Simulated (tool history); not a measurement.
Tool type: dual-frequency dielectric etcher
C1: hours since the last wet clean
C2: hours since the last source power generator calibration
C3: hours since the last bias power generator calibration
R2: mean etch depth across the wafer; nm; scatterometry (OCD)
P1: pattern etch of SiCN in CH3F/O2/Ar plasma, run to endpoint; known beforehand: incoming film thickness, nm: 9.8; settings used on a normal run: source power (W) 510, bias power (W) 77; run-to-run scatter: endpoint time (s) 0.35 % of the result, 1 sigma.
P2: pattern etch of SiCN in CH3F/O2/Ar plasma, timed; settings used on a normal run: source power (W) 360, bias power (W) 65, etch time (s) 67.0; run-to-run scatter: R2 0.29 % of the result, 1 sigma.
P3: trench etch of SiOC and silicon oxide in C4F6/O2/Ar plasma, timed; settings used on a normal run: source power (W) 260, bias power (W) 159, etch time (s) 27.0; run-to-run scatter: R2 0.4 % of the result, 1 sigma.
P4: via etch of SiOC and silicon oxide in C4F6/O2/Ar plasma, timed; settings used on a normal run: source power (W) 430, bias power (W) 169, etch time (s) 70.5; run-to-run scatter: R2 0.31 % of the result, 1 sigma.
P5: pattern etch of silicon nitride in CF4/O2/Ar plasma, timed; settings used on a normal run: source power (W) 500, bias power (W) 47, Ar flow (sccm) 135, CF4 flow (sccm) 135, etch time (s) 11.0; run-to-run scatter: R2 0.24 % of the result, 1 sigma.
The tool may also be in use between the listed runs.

Run 1, day 0.275: process that ran P1, source power (W) 510, bias power (W) 77; C1 255.0; C2 2080.4; C3 561.1. Result: endpoint time (s) 23.930.
Run 2, day 0.725: process that ran P5, source power (W) 500, bias power (W) 31, Ar flow (sccm) 135, CF4 flow (sccm) 135, etch time (s) 11.0; C1 265.8; C2 2091.2; C3 571.9. Result: R2 17.860 nm.
Run 3, day 1.246: process that ran P4, source power (W) 430, bias power (W) 169, etch time (s) 49.0; C1 278.3; C2 2103.7; C3 584.4. Result: R2 56.318 nm.
Run 4, day 1.796: process that ran P2, source power (W) 360, bias power (W) 65, etch time (s) 67.0; C1 291.5; C2 2116.9; C3 597.6. Result: R2 23.278 nm.
Run 5, day 2.300: process that ran P4, source power (W) 430, bias power (W) 169, etch time (s) 70.5; C1 303.6; C2 2129.0; C3 609.7. Result: R2 81.250 nm.
Run 6, day 2.642: process that ran P4, source power (W) 430, bias power (W) 103, etch time (s) 70.5; C1 311.8; C2 2137.2; C3 617.9. Result: R2 70.081 nm.
At day 2.883: wet clean of the chamber.
Run 7, day 2.979: process that ran P5, source power (W) 500, bias power (W) 47, Ar flow (sccm) 135, CF4 flow (sccm) 135, etch time (s) 15.0; C1 2.4; C2 2145.3; C3 626.0. Result: R2 28.164 nm.
Run 8, day 3.438: process that ran P4, source power (W) 350, bias power (W) 169, etch time (s) 70.5; C1 13.4; C2 2156.3; C3 637.0. Result: R2 75.006 nm.
Run 9, day 3.746: process that ran P3, source power (W) 330, bias power (W) 159, etch time (s) 27.0; C1 20.8; C2 2163.7; C3 644.4. Result: R2 47.601 nm.
Run 10, day 4.242: process that ran P1, source power (W) 510, bias power (W) 77; C1 32.7; C2 2175.6; C3 656.3. Result: endpoint time (s) 23.973.
Run 11, day 4.758: process that ran P1, source power (W) 510, bias power (W) 59; C1 45.1; C2 2188.0; C3 668.7. Result: endpoint time (s) 26.227.
Run 12, day 5.017: process that ran P1, source power (W) 510, bias power (W) 77; C1 51.3; C2 2194.2; C3 674.9. Result: endpoint time (s) 23.982.
Run 13, day 5.396: process that ran P1, source power (W) 510, bias power (W) 108; C1 60.4; C2 2203.3; C3 684.0. Result: endpoint time (s) 21.003.
Run 14, day 5.875: process that ran P1, source power (W) 510, bias power (W) 77; C1 71.9; C2 2214.8; C3 695.5. Result: endpoint time (s) 23.844.
Run 15, day 6.338: process that ran P2, source power (W) 360, bias power (W) 65, etch time (s) 89.5; C1 83.0; C2 2225.9; C3 706.6. Result: R2 31.079 nm.
Run 16, day 6.783: process that ran P5, source power (W) 500, bias power (W) 47, Ar flow (sccm) 101, CF4 flow (sccm) 135, etch time (s) 11.0; C1 93.7; C2 2236.6; C3 717.3. Result: R2 21.426 nm.
Run 17, day 7.021: process that ran P3, source power (W) 260, bias power (W) 159, etch time (s) 27.0; C1 99.4; C2 2242.3; C3 723.0. Result: R2 43.401 nm.
Run 18, day 7.554: process that ran P1, source power (W) 610, bias power (W) 101; C1 112.2; C2 2255.1; C3 735.8. Result: endpoint time (s) 20.178.
Run 19, day 8.079: process that ran P5, source power (W) 500, bias power (W) 47, Ar flow (sccm) 135, CF4 flow (sccm) 167, etch time (s) 11.0; C1 124.8; C2 2267.7; C3 748.4. Result: R2 21.139 nm.
Run 20, day 8.421: process that ran P5, source power (W) 500, bias power (W) 47, Ar flow (sccm) 135, CF4 flow (sccm) 135, etch time (s) 11.0; C1 133.0; C2 2275.9; C3 756.6. Result: R2 20.698 nm.
Run 21, day 8.771: process that ran P2, source power (W) 240, bias power (W) 65, etch time (s) 67.0; C1 141.4; C2 2284.3; C3 765.0. Result: R2 19.943 nm.
Run 22, day 9.017: process that ran P1, source power (W) 610, bias power (W) 60; C1 147.3; C2 2290.2; C3 770.9. Result: endpoint time (s) 24.220.
Run 23, day 9.283: process that ran P1, source power (W) 300, bias power (W) 77; C1 153.7; C2 2296.6; C3 777.3. Result: endpoint time (s) 28.975.
Run 24, day 9.571: process that ran P3, source power (W) 260, bias power (W) 159, etch time (s) 20.0; C1 160.6; C2 2303.5; C3 784.2. Result: R2 32.244 nm.
Run 25, day 9.812: process that ran P5, source power (W) 650, bias power (W) 47, Ar flow (sccm) 135, CF4 flow (sccm) 135, etch time (s) 11.0; C1 166.4; C2 2309.3; C3 790.0. Result: R2 25.960 nm.
Run 26, day 10.133: process that ran P2, source power (W) 360, bias power (W) 82, etch time (s) 67.0; C1 174.1; C2 2317.0; C3 797.7. Result: R2 25.272 nm.
Run 27, day 10.683: process that ran P4, source power (W) 430, bias power (W) 169, etch time (s) 70.5; C1 187.3; C2 2330.2; C3 810.9. Result: R2 81.097 nm.
Run 28, day 10.992: process that ran P2, source power (W) 360, bias power (W) 65, etch time (s) 67.0; C1 194.7; C2 2337.6; C3 818.3. Result: R2 23.300 nm.
Run 29, day 11.388: process that ran P1, source power (W) 360, bias power (W) 59; C1 204.2; C2 2347.1; C3 827.8. Result: endpoint time (s) 29.972.
Run 30, day 11.754: process that ran P1, source power (W) 730, bias power (W) 77; C1 213.0; C2 2355.9; C3 836.6. Result: endpoint time (s) 20.696.
Run 31, day 12.138: process that ran P1, source power (W) 510, bias power (W) 77; C1 222.2; C2 2365.1; C3 845.8. Result: endpoint time (s) 23.798.
Run 32, day 12.683: process that ran P3, source power (W) 260, bias power (W) 120, etch time (s) 27.0; C1 235.3; C2 2378.2; C3 858.9. Result: R2 40.239 nm.
Run 33, day 13.050: process that ran P1, source power (W) 510, bias power (W) 77; C1 244.1; C2 2387.0; C3 867.7. Result: endpoint time (s) 23.849.
Run 34, day 13.392: process that ran P1, source power (W) 510, bias power (W) 77; C1 252.3; C2 2395.2; C3 875.9. Result: endpoint time (s) 24.160.
Run 35, day 13.654: process that ran P1, source power (W) 510, bias power (W) 77; C1 258.6; C2 2401.5; C3 882.2. Result: endpoint time (s) 24.168.
Run 36, day 14.033: process that ran P1, source power (W) 510, bias power (W) 77; C1 267.7; C2 2410.6; C3 891.3. Result: endpoint time (s) 24.347.
At day 14.071: wet clean of the chamber.
Run 37, day 14.329: process that ran P1, source power (W) 510, bias power (W) 77; C1 6.3; C2 2417.7; C3 898.4. Result: endpoint time (s) 24.044.
Run 38, day 14.758: process that ran P1, source power (W) 510, bias power (W) 77; C1 16.6; C2 2428.0; C3 908.7. Result: endpoint time (s) 24.354.
Run 39, day 15.154: process that ran P1, source power (W) 510, bias power (W) 77; C1 26.1; C2 2437.5; C3 918.2. Result: endpoint time (s) 24.345.
Run 40, day 15.479: process that ran P1, source power (W) 510, bias power (W) 77; C1 33.9; C2 2445.3; C3 926.0. Result: endpoint time (s) 24.304.
Run 41, day 15.862: process that ran P1, source power (W) 510, bias power (W) 77; C1 43.1; C2 2454.5; C3 935.2. Result: endpoint time (s) 24.251.

Something has made what P1 gives creep away from where it was; the 2 causes below, each at its own stated size, fit the log equally well:
A: bias power that arrives under what is set, % = 4.93
B: source power that arrives under what is set, % = 4.6
The onset of the drift is placed at about day 13.050.
What rules out each remaining cause:
chamber walls in a state that lowers the etch rate, %: serviced after onset, at day 14.071, with no recovery of the prior output

Below are 4 check runs, each on a single wafer, with their results shown as question marks. Which of them would tell the listed causes apart, meaning the causes would give clearly different results under it?
Run check 1, day 16.246: process that ran P4, source power (W) 430, bias power (W) 169, etch time (s) 70.5. Result: R2 ?.
Run check 2, day 16.246: process that ran P2, source power (W) 360, bias power (W) 65, etch time (s) 67.0. Result: R2 ?.
Run check 3, day 16.246: process that ran P5, source power (W) 500, bias power (W) 47, Ar flow (sccm) 135, CF4 flow (sccm) 135, etch time (s) 11.0. Result: R2 ?.
Run check 4, day 16.246: process that ran P3, source power (W) 260, bias power (W) 159, etch time (s) 27.0. Result: R2 ?.

Outcome of each check run for each possible cause:
  check  result    if A    if B
check 1      R2  79.792  79.597
check 2      R2  22.850  22.844
check 3      R2  20.272  19.821
check 4      R2  42.823  42.725
How far apart the two closest causes lie, in the result that separates them most: check 1 0.24 %; check 2 0.03 %; check 3 2.25 %; check 4 0.23 %
Check 3 is the one run that separates the causes; every other check would come out nearly the same whichever cause is at work.

With check 3 done, the readings were: R2 19.791 nm. Identify which of the listed causes applies.

The cause is B: source power that arrives under what is set, %.

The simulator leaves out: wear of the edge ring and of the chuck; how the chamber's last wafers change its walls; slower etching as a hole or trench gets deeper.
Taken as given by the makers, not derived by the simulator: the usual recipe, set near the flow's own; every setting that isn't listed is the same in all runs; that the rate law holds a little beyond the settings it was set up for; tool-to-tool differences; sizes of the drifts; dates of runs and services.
